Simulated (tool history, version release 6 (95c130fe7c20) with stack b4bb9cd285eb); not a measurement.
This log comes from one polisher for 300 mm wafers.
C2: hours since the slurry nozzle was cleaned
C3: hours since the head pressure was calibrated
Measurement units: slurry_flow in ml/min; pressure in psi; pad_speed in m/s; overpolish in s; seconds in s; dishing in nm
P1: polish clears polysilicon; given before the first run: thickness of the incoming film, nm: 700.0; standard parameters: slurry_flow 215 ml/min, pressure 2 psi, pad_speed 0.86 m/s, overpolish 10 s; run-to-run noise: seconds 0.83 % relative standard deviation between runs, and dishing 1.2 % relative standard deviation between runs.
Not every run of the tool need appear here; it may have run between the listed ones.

run 1 day=0.492 | slurry_flow=215 pressure=2 pad_speed=0.86 overpolish=10 | wafers_polished_on_this_pad=218 C2=117.7 C3=255 | seconds=88.559 dishing=36.826
run 2 day=0.767 | slurry_flow=215 pressure=2 pad_speed=0.86 overpolish=10 | wafers_polished_on_this_pad=258 C2=124.3 C3=261.6 | seconds=90.11 dishing=36.878
run 3 day=1.25 | slurry_flow=290 pressure=2 pad_speed=0.86 overpolish=3 | wafers_polished_on_this_pad=328 C2=135.9 C3=273.2 | seconds=86.561 dishing=19.383
run 4 day=1.704 | slurry_flow=215 pressure=2 pad_speed=0.86 overpolish=10 | wafers_polished_on_this_pad=393 C2=146.8 C3=284.1 | seconds=88.158 dishing=36.773
run 5 day=2.067 | slurry_flow=215 pressure=3.1 pad_speed=0.86 overpolish=10 | wafers_polished_on_this_pad=446 C2=155.5 C3=292.8 | seconds=57.099 dishing=39.733
run 6 day=2.396 | slurry_flow=215 pressure=2 pad_speed=0.44 overpolish=10 | wafers_polished_on_this_pad=494 C2=163.4 C3=300.7 | seconds=175.9 dishing=26.522
run 7 day=3.042 | slurry_flow=130 pressure=2 pad_speed=0.42 overpolish=10 | wafers_polished_on_this_pad=587 C2=178.9 C3=316.2 | seconds=198.82 dishing=24.693
run 8 day=3.454 | slurry_flow=215 pressure=2 pad_speed=0.86 overpolish=10 | wafers_polished_on_this_pad=647 C2=188.8 C3=326.1 | seconds=87.442 dishing=36.74
run 9 day=3.95 | slurry_flow=130 pressure=2 pad_speed=0.86 overpolish=10 | wafers_polished_on_this_pad=719 C2=200.7 C3=338 | seconds=96.161 dishing=35.114
run 10 day=4.588 | slurry_flow=215 pressure=1 pad_speed=0.86 overpolish=10 | wafers_polished_on_this_pad=811 C2=216 C3=353.3 | seconds=179.39 dishing=26.556
run 11 day=5.138 | slurry_flow=215 pressure=2 pad_speed=0.86 overpolish=20 | wafers_polished_on_this_pad=891 C2=229.2 C3=366.5 | seconds=88.275 dishing=42.601
run 12 day=5.567 | slurry_flow=215 pressure=1.5 pad_speed=1.08 overpolish=10 | wafers_polished_on_this_pad=953 C2=239.5 C3=376.8 | seconds=94.287 dishing=35.07
run 13 day=5.912 | slurry_flow=215 pressure=2 pad_speed=1.32 overpolish=10 | wafers_polished_on_this_pad=1003 C2=247.8 C3=385.1 | seconds=57.92 dishing=40.304
-- day=6.108 slurry nozzle cleaned
run 14 day=6.454 | slurry_flow=215 pressure=2 pad_speed=0.86 overpolish=3 | wafers_polished_on_this_pad=1081 C2=8.4 C3=398.1 | seconds=89.078 dishing=18.534
run 15 day=7.067 | slurry_flow=290 pressure=2 pad_speed=0.86 overpolish=10 | wafers_polished_on_this_pad=1170 C2=23.1 C3=412.8 | seconds=85.239 dishing=37.075
run 16 day=7.5 | slurry_flow=215 pressure=2 pad_speed=0.86 overpolish=10 | wafers_polished_on_this_pad=1233 C2=33.5 C3=423.2 | seconds=88.733 dishing=36.318
run 17 day=7.883 | slurry_flow=215 pressure=2 pad_speed=0.86 overpolish=10 | wafers_polished_on_this_pad=1288 C2=42.7 C3=432.4 | seconds=90.97 dishing=36.063
run 18 day=8.442 | slurry_flow=215 pressure=2 pad_speed=0.86 overpolish=10 | wafers_polished_on_this_pad=1369 C2=56.1 C3=445.8 | seconds=93.171 dishing=35.765
-- day=8.467 head pressure recalibrated
run 19 day=8.817 | slurry_flow=215 pressure=2 pad_speed=0.86 overpolish=10 | wafers_polished_on_this_pad=1424 C2=65.1 C3=8.4 | seconds=92.98 dishing=35.437
run 20 day=9.379 | slurry_flow=215 pressure=2 pad_speed=0.86 overpolish=10 | wafers_polished_on_this_pad=1505 C2=78.6 C3=21.9 | seconds=94.571 dishing=36.033
run 21 day=9.838 | slurry_flow=215 pressure=2 pad_speed=0.86 overpolish=10 | wafers_polished_on_this_pad=1571 C2=89.6 C3=32.9 | seconds=93.843 dishing=35.896
run 22 day=10.238 | slurry_flow=215 pressure=2 pad_speed=0.86 overpolish=10 | wafers_polished_on_this_pad=1629 C2=99.2 C3=42.5 | seconds=93.236 dishing=35.033

P1 no longer gives what it gave before; its output has crept away from where it was. The following 2 causes, each at its listed size, fit the log equally well:
A: slurry flow missing at the pad, % = 31.6
B: removal rate lost through wear of the pad, % = 5.47
Creep in the process output first set in at about day 7.5.
Ruled out, with reasons:
head's pressure below its setpoint, %: work on it at day 8.467, done after the drift set in, did not restore what the process gave before

The 4 check runs listed below each average the results of 5 wafers, and their outcomes are marked with question marks. Under which run would the listed causes produce clearly different results?
run check 1 day=10.638 | slurry_flow=130 pressure=2 pad_speed=0.44 overpolish=10 | seconds=? dishing=?
run check 2 day=10.638 | slurry_flow=215 pressure=1.2 pad_speed=0.86 overpolish=3 | seconds=? dishing=?
run check 3 day=10.638 | slurry_flow=215 pressure=2 pad_speed=0.56 overpolish=10 | seconds=? dishing=?
run check 4 day=10.638 | slurry_flow=215 pressure=3.1 pad_speed=0.86 overpolish=10 | seconds=? dishing=?

If the cause were each of the candidates in turn, the checks would give the following:
check=check_1 result=seconds if_A=204.79 if_B=198.19
check=check_1 result=dishing if_A=24.176 if_B=24.682
check=check_2 result=seconds if_A=156.13 if_B=156.14
check=check_2 result=dishing if_A=11.985 if_B=11.984
check=check_3 result=seconds if_A=143.86 if_B=143.87
check=check_3 result=dishing if_A=29.658 if_B=29.657
check=check_4 result=seconds if_A=60.438 if_B=60.44
check=check_4 result=dishing if_A=39.99 if_B=39.99
Minimum pairwise separation of causes per check, each pair taken at its best-separating result: check 1 3.28 %; check 2 0 %; check 3 0 %; check 4 0 %
Check 1 distinguishes between the causes, while the remaining checks would return nearly the same result for all of them.

With check 1 done, the readings were: seconds 198.33 s; dishing 24.828 nm. Identify which of the listed causes applies.

B is the cause: removal rate lost through wear of the pad, %.

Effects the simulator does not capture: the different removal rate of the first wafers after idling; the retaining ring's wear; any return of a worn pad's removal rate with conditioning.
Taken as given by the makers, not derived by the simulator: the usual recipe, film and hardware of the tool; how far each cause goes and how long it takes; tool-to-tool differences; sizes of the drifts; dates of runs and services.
